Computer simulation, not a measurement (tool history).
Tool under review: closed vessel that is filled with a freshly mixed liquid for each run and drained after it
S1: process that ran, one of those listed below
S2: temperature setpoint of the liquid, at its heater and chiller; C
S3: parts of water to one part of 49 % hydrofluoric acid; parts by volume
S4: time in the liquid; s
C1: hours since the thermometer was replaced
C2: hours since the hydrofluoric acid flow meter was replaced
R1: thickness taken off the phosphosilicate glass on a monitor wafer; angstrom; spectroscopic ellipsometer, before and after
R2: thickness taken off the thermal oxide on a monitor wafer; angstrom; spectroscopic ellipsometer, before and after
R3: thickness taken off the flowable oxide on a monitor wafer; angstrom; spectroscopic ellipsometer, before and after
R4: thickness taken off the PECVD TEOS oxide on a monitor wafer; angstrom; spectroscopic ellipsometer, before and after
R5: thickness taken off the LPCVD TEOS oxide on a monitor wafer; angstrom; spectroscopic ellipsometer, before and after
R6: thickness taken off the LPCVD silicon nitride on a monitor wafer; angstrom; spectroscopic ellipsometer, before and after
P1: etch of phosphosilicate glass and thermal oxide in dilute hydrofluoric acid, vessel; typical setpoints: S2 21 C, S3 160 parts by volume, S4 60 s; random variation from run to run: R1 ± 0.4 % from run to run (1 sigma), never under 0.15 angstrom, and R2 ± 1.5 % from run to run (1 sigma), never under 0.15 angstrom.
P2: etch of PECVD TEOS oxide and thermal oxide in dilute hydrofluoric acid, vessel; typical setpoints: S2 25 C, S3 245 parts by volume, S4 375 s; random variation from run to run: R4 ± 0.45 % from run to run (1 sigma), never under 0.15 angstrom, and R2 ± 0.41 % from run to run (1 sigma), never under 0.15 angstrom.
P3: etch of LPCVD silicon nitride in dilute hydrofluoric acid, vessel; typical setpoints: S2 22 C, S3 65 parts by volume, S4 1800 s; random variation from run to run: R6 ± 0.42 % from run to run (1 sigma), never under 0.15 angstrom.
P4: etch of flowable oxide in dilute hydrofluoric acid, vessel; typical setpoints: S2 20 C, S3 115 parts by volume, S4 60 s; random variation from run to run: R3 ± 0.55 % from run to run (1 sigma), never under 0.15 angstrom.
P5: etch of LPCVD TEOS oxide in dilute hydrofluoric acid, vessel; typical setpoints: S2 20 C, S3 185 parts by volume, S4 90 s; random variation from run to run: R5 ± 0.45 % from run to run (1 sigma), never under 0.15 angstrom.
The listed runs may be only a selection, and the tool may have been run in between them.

Run 1, day 0.246: S1 P1, S2 21 C, S3 160 parts by volume, S4 60 s; C1 350; C2 998.6. Result: R1 224.01 angstrom, R2 14.96 angstrom.
Run 2, day 0.525: S1 P4, S2 20 C, S3 115 parts by volume, S4 95 s; C1 356.7; C2 1005.3. Result: R3 158.45 angstrom.
Run 3, day 0.775: S1 P2, S2 33.5 C, S3 245 parts by volume, S4 375 s; C1 362.7; C2 1011.3. Result: R2 80.915 angstrom, R4 221.99 angstrom.
Run 4, day 0.942: S1 P1, S2 21 C, S3 160 parts by volume, S4 60 s; C1 366.7; C2 1015.3. Result: R1 223.36 angstrom, R2 14.561 angstrom.
Run 5, day 1.138: S1 P2, S2 25 C, S3 245 parts by volume, S4 375 s; C1 371.4; C2 1020. Result: R2 60.858 angstrom, R4 166.4 angstrom.
Run 6, day 1.429: S1 P5, S2 20 C, S3 185 parts by volume, S4 90 s; C1 378.4; C2 1027. Result: R5 65.441 angstrom.
Run 7, day 1.783: S1 P3, S2 27.5 C, S3 65 parts by volume, S4 1800 s; C1 386.9; C2 1035.5. Result: R6 163.44 angstrom.
Run 8, day 1.983: S1 P1, S2 21 C, S3 160 parts by volume, S4 30 s; C1 391.7; C2 1040.3. Result: R1 111.66 angstrom, R2 7.4708 angstrom.
Run 9, day 2.175: S1 P5, S2 17 C, S3 185 parts by volume, S4 90 s; C1 396.3; C2 1044.9. Result: R5 58.396 angstrom.
Run 10, day 2.396: S1 P4, S2 20 C, S3 115 parts by volume, S4 60 s; C1 401.6; C2 1050.2. Result: R3 100.03 angstrom.
Run 11, day 2.658: S1 P2, S2 25 C, S3 245 parts by volume, S4 70 s; C1 407.9; C2 1056.5. Result: R2 11.413 angstrom, R4 30.715 angstrom.
Run 12, day 2.921: S1 P3, S2 22 C, S3 30 parts by volume, S4 1800 s; C1 414.2; C2 1062.8. Result: R6 241.29 angstrom.
Run 13, day 3.196: S1 P1, S2 21 C, S3 70 parts by volume, S4 60 s; C1 420.8; C2 1069.4. Result: R1 563.47 angstrom, R2 36.403 angstrom.
Run 14, day 3.475: S1 P5, S2 20 C, S3 185 parts by volume, S4 90 s; C1 427.5; C2 1076.1. Result: R5 65.853 angstrom.
Run 15, day 3.738: S1 P5, S2 20 C, S3 315 parts by volume, S4 90 s; C1 433.8; C2 1082.4. Result: R5 33.742 angstrom.
Run 16, day 3.946: S1 P1, S2 21 C, S3 290 parts by volume, S4 60 s; C1 438.8; C2 1087.4. Result: R1 108.98 angstrom, R2 7.1058 angstrom.
Run 17, day 4.125: S1 P4, S2 23.5 C, S3 115 parts by volume, S4 60 s; C1 443.1; C2 1091.7. Result: R3 114.65 angstrom.
Run 18, day 4.392: S1 P3, S2 22 C, S3 65 parts by volume, S4 1800 s; C1 449.5; C2 1098.1. Result: R6 113.93 angstrom.
Run 19, day 4.675: S1 P1, S2 25 C, S3 160 parts by volume, S4 30 s; C1 456.3; C2 1104.9. Result: R1 130.94 angstrom, R2 8.4764 angstrom.
Run 20, day 4.883: S1 P2, S2 25 C, S3 445 parts by volume, S4 375 s; C1 461.3; C2 1109.9. Result: R2 27.515 angstrom, R4 76.55 angstrom.
Run 21, day 5.242: S1 P3, S2 22 C, S3 65 parts by volume, S4 760 s; C1 469.9; C2 1118.5. Result: R6 48.134 angstrom.
Run 22, day 5.608: S1 P5, S2 20 C, S3 185 parts by volume, S4 30 s; C1 478.7; C2 1127.3. Result: R5 21.8 angstrom.
Run 23, day 5.908: S1 P1, S2 21 C, S3 160 parts by volume, S4 60 s; C1 485.9; C2 1134.5. Result: R1 223.42 angstrom, R2 14.712 angstrom.
Run 24, day 6.071: S1 P1, S2 21 C, S3 160 parts by volume, S4 60 s; C1 489.8; C2 1138.4. Result: R1 224.72 angstrom, R2 14.533 angstrom.
Run 25, day 6.246: S1 P1, S2 21 C, S3 160 parts by volume, S4 60 s; C1 494; C2 1142.6. Result: R1 223.44 angstrom, R2 15.102 angstrom.
Run 26, day 6.5: S1 P4, S2 20 C, S3 195 parts by volume, S4 60 s; C1 500.1; C2 1148.7. Result: R3 53.951 angstrom.
Run 27, day 6.808: S1 P1, S2 25.5 C, S3 160 parts by volume, S4 60 s; C1 507.5; C2 1156.1. Result: R1 265.86 angstrom, R2 17.45 angstrom.
Run 28, day 7.033: S1 P1, S2 21 C, S3 160 parts by volume, S4 60 s; C1 512.9; C2 1161.5. Result: R1 223.07 angstrom, R2 15.142 angstrom.
Run 29, day 7.275: S1 P1, S2 17 C, S3 160 parts by volume, S4 60 s; C1 518.7; C2 1167.3. Result: R1 190.35 angstrom, R2 12.284 angstrom.
Run 30, day 7.579: S1 P1, S2 21 C, S3 160 parts by volume, S4 115 s; C1 526; C2 1174.6. Result: R1 428.55 angstrom, R2 28.632 angstrom.
Run 31, day 7.883: S1 P1, S2 21 C, S3 160 parts by volume, S4 60 s; C1 533.3; C2 1181.9. Result: R1 223.87 angstrom, R2 14.493 angstrom.
Run 32, day 8.25: S1 P1, S2 21 C, S3 160 parts by volume, S4 60 s; C1 542.1; C2 1190.7. Result: R1 223.7 angstrom, R2 14.683 angstrom.
Run 33, day 8.558: S1 P1, S2 21 C, S3 160 parts by volume, S4 60 s; C1 549.5; C2 1198.1. Result: R1 229.63 angstrom, R2 15.399 angstrom.
Run 34, day 8.738: S1 P1, S2 21 C, S3 160 parts by volume, S4 60 s; C1 553.8; C2 1202.4. Result: R1 230.89 angstrom, R2 15.403 angstrom.
Run 35, day 8.958: S1 P1, S2 21 C, S3 160 parts by volume, S4 60 s; C1 559.1; C2 1207.7. Result: R1 234.73 angstrom, R2 15.665 angstrom.
Run 36, day 9.188: S1 P1, S2 21 C, S3 160 parts by volume, S4 60 s; C1 564.6; C2 1213.2. Result: R1 235.49 angstrom, R2 15.755 angstrom.
Run 37, day 9.362: S1 P1, S2 21 C, S3 160 parts by volume, S4 60 s; C1 568.8; C2 1217.4. Result: R1 235.03 angstrom, R2 15.527 angstrom.
Run 38, day 9.612: S1 P1, S2 21 C, S3 160 parts by volume, S4 60 s; C1 574.8; C2 1223.4. Result: R1 237.73 angstrom, R2 15.321 angstrom.
Run 39, day 9.783: S1 P1, S2 21 C, S3 160 parts by volume, S4 60 s; C1 578.9; C2 1227.5. Result: R1 236.95 angstrom, R2 16.048 angstrom.
Run 40, day 10.058: S1 P1, S2 21 C, S3 160 parts by volume, S4 60 s; C1 585.5; C2 1234.1. Result: R1 236.77 angstrom, R2 16.064 angstrom.
Run 41, day 10.308: S1 P1, S2 21 C, S3 160 parts by volume, S4 60 s; C1 591.5; C2 1240.1. Result: R1 237.7 angstrom, R2 15.019 angstrom.
Run 42, day 10.629: S1 P1, S2 21 C, S3 160 parts by volume, S4 60 s; C1 599.2; C2 1247.8. Result: R1 238.97 angstrom, R2 15.77 angstrom.

Something has made what P1 gives creep away from where it was; the 2 causes below, each at its own stated size, fit the log equally well:
A: liquid hotter than its thermometer reads (K) = 1.66
B: hydrofluoric acid flow above the setpoint (%) = 5.66
Creep in the process output first set in at about day 8.25.

The check runs listed below each take one wafer, and their results are still question marks. Under which run would the listed causes lead to clearly different results?
Run check 1, day 10.95: S1 P2, S2 25 C, S3 245 parts by volume, S4 375 s. Result: R2 ?, R4 ?.
Run check 2, day 10.95: S1 P4, S2 20 C, S3 115 parts by volume, S4 60 s. Result: R3 ?.
Run check 3, day 10.95: S1 P5, S2 20 C, S3 185 parts by volume, S4 90 s. Result: R5 ?.
Run check 4, day 10.95: S1 P3, S2 22 C, S3 65 parts by volume, S4 1800 s. Result: R6 ?.

Predicted outcomes, by check and by cause:
  check  result    if A    if B
check 1      R2  64.579  65.263
check 1      R4  176.32  178.19
check 2      R3  106.78  106.22
check 3      R5  69.952  70.015
check 4      R6  127.23  120.02
Gap, in per cent, between the two causes that each check separates least, read from the result that separates them most: check 1 1.05 %; check 2 0.52 %; check 3 0.09 %; check 4 5.83 %
The causes can be told apart only by check 4. The other checks would give nearly the same results under each of them.

Check 4 was then run and gave: R6 121.26 angstrom. Which cause is it?

The cause is B: hydrofluoric acid flow above the setpoint (%).

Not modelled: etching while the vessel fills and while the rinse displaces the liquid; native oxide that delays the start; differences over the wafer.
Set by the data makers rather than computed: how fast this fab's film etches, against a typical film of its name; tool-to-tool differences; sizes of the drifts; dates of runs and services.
